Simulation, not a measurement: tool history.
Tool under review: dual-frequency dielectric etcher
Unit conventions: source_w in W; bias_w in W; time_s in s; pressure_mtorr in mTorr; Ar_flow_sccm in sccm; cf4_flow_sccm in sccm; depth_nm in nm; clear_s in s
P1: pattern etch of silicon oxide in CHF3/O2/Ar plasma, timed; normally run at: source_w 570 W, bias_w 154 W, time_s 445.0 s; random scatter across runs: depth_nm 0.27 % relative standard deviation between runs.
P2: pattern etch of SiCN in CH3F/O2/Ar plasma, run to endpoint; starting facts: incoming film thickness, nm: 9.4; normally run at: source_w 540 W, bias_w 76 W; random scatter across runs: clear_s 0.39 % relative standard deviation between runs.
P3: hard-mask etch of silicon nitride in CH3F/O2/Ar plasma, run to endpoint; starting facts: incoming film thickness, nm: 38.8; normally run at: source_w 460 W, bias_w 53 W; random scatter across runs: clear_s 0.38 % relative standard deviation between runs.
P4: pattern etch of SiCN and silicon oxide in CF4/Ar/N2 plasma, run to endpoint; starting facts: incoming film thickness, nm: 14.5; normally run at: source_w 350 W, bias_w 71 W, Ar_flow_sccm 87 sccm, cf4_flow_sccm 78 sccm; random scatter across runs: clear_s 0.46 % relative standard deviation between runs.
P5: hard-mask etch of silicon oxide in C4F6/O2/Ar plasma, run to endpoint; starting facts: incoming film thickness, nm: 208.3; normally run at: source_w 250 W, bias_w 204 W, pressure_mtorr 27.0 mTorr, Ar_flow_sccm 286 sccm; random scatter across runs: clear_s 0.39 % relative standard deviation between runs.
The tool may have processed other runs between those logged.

run	hour	process	source_w	bias_w	time_s	pressure_mtorr	Ar_flow_sccm	cf4_flow_sccm	hours since the last wet clean	hours since the last source power generator calibration	hours since the last bias power generator calibration	depth_nm	clear_s
1	10.4	P1	570	154	445.0				372.5	1657.4	2702.1	849.67	
2	28.0	P1	570	118	445.0				390.1	1675.0	2719.7	779.50	
3	38.5	P1	350	154	445.0				400.6	1685.5	2730.2	700.19	
4	52.6	P5	250	204		36.5	286		414.7	1699.6	2744.3		77.665
5	65.4	P1	570	154	445.0				427.5	1712.4	2757.1	846.94	
6	78.1	P4	350	71			87	94	440.2	1725.1	2769.8		19.750
# hour 81.5: wet clean of the chamber
7	90.7	P4	260	71			87	78	9.2	1737.7	2782.4		26.334
8	108.5	P2	540	76					27.0	1755.5	2800.2		22.142
9	118.1	P1	570	154	445.0				36.6	1765.1	2809.8	846.73	
10	127.2	P4	350	71			53	78	45.7	1774.2	2818.9		19.068
11	141.0	P4	350	71			87	78	59.5	1788.0	2832.7		20.380
12	149.6	P4	350	51			87	78	68.1	1796.6	2841.3		22.666
13	163.2	P1	570	154	445.0				81.7	1810.2	2854.9	846.67	
14	179.3	P5	250	204		27.0	170		97.8	1826.3	2871.0		70.533
15	195.8	P2	540	107					114.3	1842.8	2887.5		19.391
16	214.3	P1	570	204	445.0				132.8	1861.3	2906.0	931.41	
17	228.7	P5	180	204		27.0	286		147.2	1875.7	2920.4		85.448
18	240.6	P1	570	154	245.0				159.1	1887.6	2932.3	467.24	
# hour 247.7: source power generator calibrated
19	256.4	P2	310	76					174.9	8.8	2948.1		27.092
20	267.4	P1	570	154	445.0				185.9	19.8	2959.1	849.32	
21	280.3	P3	460	53					198.8	32.7	2972.0		58.784
22	289.7	P3	640	53					208.2	42.1	2981.4		51.503
23	299.3	P1	690	154	445.0				217.8	51.7	2991.0	912.80	
24	311.8	P5	250	204		27.0	286		230.3	64.2	3003.5		74.268
25	331.0	P5	250	282		27.0	286		249.5	83.4	3022.7		66.633
26	350.2	P3	460	70					268.7	102.6	3041.9		53.352
27	361.9	P1	570	154	445.0				280.4	114.3	3053.6	845.66	
28	380.5	P1	350	198	445.0				299.0	132.9	3072.2	765.52	
29	397.7	P3	460	53					316.2	150.1	3089.4		58.163
30	407.4	P1	570	154	634.5				325.9	159.8	3099.1	1209.70	
31	425.5	P1	570	154	445.0				344.0	177.9	3117.2	847.76	
32	433.8	P1	570	154	445.0				352.3	186.2	3125.5	846.02	
33	450.9	P1	570	154	445.0				369.4	203.3	3142.6	855.49	
34	460.2	P1	570	154	445.0				378.7	212.6	3151.9	855.27	

Expected results for the next run?
35	478.3	P1	570	154	445.0				396.8	230.7	3170.0	?	

depth_nm: 854.77 nm
